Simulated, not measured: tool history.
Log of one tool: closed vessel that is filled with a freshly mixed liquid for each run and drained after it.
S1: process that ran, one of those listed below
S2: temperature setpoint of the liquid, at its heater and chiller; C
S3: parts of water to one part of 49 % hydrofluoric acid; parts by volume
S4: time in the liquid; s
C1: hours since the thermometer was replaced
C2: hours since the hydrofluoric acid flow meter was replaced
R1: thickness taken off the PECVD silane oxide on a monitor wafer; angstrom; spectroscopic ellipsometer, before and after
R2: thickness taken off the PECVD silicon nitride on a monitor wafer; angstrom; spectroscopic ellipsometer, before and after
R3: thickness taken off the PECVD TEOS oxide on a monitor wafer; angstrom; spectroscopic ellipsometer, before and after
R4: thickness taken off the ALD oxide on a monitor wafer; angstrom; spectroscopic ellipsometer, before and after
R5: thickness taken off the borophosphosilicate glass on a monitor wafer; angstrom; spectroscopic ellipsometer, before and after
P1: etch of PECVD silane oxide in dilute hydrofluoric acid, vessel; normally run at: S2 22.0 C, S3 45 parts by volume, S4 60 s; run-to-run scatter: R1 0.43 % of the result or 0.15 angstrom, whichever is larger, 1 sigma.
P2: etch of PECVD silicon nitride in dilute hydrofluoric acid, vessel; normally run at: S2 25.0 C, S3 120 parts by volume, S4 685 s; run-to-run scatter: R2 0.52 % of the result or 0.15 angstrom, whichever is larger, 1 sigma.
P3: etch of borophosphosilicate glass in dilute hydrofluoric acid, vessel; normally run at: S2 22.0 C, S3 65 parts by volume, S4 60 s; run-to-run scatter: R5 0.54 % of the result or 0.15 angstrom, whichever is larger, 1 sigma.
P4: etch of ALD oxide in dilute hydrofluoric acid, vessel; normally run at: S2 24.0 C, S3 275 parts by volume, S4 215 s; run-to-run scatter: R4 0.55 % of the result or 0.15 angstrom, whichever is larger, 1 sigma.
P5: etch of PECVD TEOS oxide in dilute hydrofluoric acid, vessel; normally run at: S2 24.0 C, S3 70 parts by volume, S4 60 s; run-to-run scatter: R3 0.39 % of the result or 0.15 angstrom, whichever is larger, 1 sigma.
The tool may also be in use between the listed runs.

run 1 hour=6.0 | S1=P1 S2=22.0 S3=45 S4=60 | C1=2174.6 C2=444.3 | R1=327.73
run 2 hour=14.5 | S1=P1 S2=28.0 S3=45 S4=60 | C1=2183.1 C2=452.8 | R1=418.75
run 3 hour=21.5 | S1=P1 S2=22.0 S3=45 S4=95 | C1=2190.1 C2=459.8 | R1=517.61
run 4 hour=29.8 | S1=P2 S2=25.0 S3=120 S4=1265 | C1=2198.4 C2=468.1 | R2=480.10
run 5 hour=33.9 | S1=P5 S2=17.0 S3=70 S4=60 | C1=2202.5 C2=472.2 | R3=77.352
run 6 hour=40.1 | S1=P1 S2=22.0 S3=45 S4=30 | C1=2208.7 C2=478.4 | R1=162.71
run 7 hour=45.3 | S1=P1 S2=22.0 S3=45 S4=60 | C1=2213.9 C2=483.6 | R1=325.71
run 8 hour=53.1 | S1=P1 S2=22.0 S3=45 S4=60 | C1=2221.7 C2=491.4 | R1=326.15
run 9 hour=62.7 | S1=P4 S2=32.5 S3=275 S4=215 | C1=2231.3 C2=501.0 | R4=108.020
run 10 hour=68.4 | S1=P1 S2=22.0 S3=45 S4=60 | C1=2237.0 C2=506.7 | R1=325.52
run 11 hour=75.3 | S1=P1 S2=26.5 S3=45 S4=30 | C1=2243.9 C2=513.6 | R1=196.12
run 12 hour=81.8 | S1=P5 S2=24.0 S3=70 S4=90 | C1=2250.4 C2=520.1 | R3=156.420
run 13 hour=89.3 | S1=P1 S2=18.0 S3=75 S4=60 | C1=2257.9 C2=527.6 | R1=160.92
run 14 hour=97.8 | S1=P4 S2=24.0 S3=75 S4=215 | C1=2266.4 C2=536.1 | R4=370.640
run 15 hour=102.3 | S1=P1 S2=22.0 S3=45 S4=60 | C1=2270.9 C2=540.6 | R1=324.63
run 16 hour=106.4 | S1=P3 S2=22.0 S3=20 S4=60 | C1=2275.0 C2=544.7 | R5=2039.80
run 17 hour=111.2 | S1=P4 S2=24.0 S3=275 S4=30 | C1=2279.8 C2=549.5 | R4=11.477
-- hour=115.1 thermometer replaced
run 18 hour=116.9 | S1=P3 S2=17.0 S3=65 S4=60 | C1=1.8 C2=555.2 | R5=479.00
run 19 hour=121.8 | S1=P1 S2=22.0 S3=25 S4=30 | C1=6.7 C2=560.1 | R1=300.14
run 20 hour=129.8 | S1=P5 S2=24.0 S3=45 S4=60 | C1=14.7 C2=568.1 | R3=166.790
run 21 hour=137.9 | S1=P5 S2=24.0 S3=70 S4=60 | C1=22.8 C2=576.2 | R3=103.900
run 22 hour=144.3 | S1=P3 S2=22.0 S3=65 S4=60 | C1=29.2 C2=582.6 | R5=589.50
run 23 hour=148.7 | S1=P5 S2=24.0 S3=70 S4=60 | C1=33.6 C2=587.0 | R3=104.190
run 24 hour=157.3 | S1=P2 S2=25.0 S3=35 S4=685 | C1=42.2 C2=595.6 | R2=878.46
run 25 hour=165.8 | S1=P3 S2=22.0 S3=65 S4=30 | C1=50.7 C2=604.1 | R5=296.59
run 26 hour=171.2 | S1=P2 S2=25.0 S3=120 S4=685 | C1=56.1 C2=609.5 | R2=261.98
run 27 hour=179.4 | S1=P1 S2=17.0 S3=45 S4=60 | C1=64.3 C2=617.7 | R1=262.13
run 28 hour=187.8 | S1=P1 S2=22.0 S3=20 S4=60 | C1=72.7 C2=626.1 | R1=760.99
run 29 hour=192.6 | S1=P4 S2=24.0 S3=275 S4=215 | C1=77.5 C2=630.9 | R4=80.349
run 30 hour=201.0 | S1=P1 S2=22.0 S3=70 S4=60 | C1=85.9 C2=639.3 | R1=203.83
run 31 hour=208.7 | S1=P2 S2=19.0 S3=120 S4=685 | C1=93.6 C2=647.0 | R2=174.35
run 32 hour=216.1 | S1=P1 S2=22.0 S3=45 S4=60 | C1=101.0 C2=654.4 | R1=326.73

The next listed run, before its measurement:
run 33 hour=222.1 | S1=P1 S2=22.0 S3=45 S4=60 | C1=107.0 C2=660.4 | R1=?

R1: 335.28 angstrom
